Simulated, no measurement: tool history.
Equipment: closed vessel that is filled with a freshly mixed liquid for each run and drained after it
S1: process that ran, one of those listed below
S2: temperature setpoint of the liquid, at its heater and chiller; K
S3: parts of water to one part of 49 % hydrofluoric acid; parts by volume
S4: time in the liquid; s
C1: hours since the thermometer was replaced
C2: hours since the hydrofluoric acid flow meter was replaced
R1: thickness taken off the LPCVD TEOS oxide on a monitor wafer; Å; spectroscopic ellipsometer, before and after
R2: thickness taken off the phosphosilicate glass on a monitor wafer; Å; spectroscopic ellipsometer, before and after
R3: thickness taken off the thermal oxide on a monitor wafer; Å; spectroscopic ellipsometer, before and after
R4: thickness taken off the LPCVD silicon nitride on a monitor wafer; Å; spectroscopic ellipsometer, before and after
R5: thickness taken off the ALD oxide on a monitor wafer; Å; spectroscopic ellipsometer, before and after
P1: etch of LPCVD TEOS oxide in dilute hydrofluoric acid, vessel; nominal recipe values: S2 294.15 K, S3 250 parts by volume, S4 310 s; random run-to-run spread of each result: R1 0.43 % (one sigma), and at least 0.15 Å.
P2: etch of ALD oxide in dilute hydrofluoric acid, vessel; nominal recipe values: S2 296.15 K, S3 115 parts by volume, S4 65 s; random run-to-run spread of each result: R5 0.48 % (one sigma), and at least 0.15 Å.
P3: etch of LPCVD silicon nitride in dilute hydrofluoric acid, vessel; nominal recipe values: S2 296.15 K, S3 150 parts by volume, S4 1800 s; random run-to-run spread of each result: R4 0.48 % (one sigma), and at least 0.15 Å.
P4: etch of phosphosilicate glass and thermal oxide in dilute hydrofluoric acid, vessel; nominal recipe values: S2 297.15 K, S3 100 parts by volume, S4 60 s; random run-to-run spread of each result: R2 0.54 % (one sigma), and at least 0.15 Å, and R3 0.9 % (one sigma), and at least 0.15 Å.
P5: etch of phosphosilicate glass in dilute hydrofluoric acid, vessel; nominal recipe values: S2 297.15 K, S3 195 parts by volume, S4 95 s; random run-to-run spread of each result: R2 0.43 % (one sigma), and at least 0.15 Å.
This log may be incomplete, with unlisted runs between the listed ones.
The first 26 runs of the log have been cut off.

Run 27, hour 344.9: S1 P3, S2 290.15 K, S3 150 parts by volume, S4 1800 s; C1 168.6; C2 231.6. Result: R4 37.289 Å.
Run 28, hour 353: S1 P2, S2 296.15 K, S3 210 parts by volume, S4 65 s; C1 176.7; C2 239.7. Result: R5 75.578 Å.
Run 29, hour 367.1: S1 P1, S2 294.15 K, S3 250 parts by volume, S4 475 s; C1 190.8; C2 253.8. Result: R1 393.5 Å.
Run 30, hour 376.6: S1 P1, S2 294.15 K, S3 250 parts by volume, S4 310 s; C1 200.3; C2 263.3. Result: R1 258.2 Å.
Run 31, hour 392.5: S1 P5, S2 297.15 K, S3 300 parts by volume, S4 95 s; C1 216.2; C2 279.2. Result: R2 149.73 Å.
Run 32, hour 410: S1 P4, S2 297.15 K, S3 185 parts by volume, S4 60 s; C1 233.7; C2 296.7. Result: R2 188.69 Å, R3 13.234 Å.
Run 33, hour 425.5: S1 P1, S2 294.15 K, S3 250 parts by volume, S4 100 s; C1 249.2; C2 312.2. Result: R1 82.888 Å.
Run 34, hour 433.9: S1 P1, S2 294.15 K, S3 75 parts by volume, S4 310 s; C1 257.6; C2 320.6. Result: R1 1038.5 Å.
Run 35, hour 445.8: S1 P1, S2 294.15 K, S3 250 parts by volume, S4 310 s; C1 269.5; C2 332.5. Result: R1 256.14 Å.
Run 36, hour 454.4: S1 P1, S2 294.15 K, S3 250 parts by volume, S4 310 s; C1 278.1; C2 341.1. Result: R1 267.32 Å.

Estimate the outcome of run 37 from the log above:
Run 37, hour 471.8: S1 P1, S2 294.15 K, S3 250 parts by volume, S4 310 s; C1 295.5; C2 358.5. Result: R1 ?.

For run 37 the tool returned R1 275.34 Å.
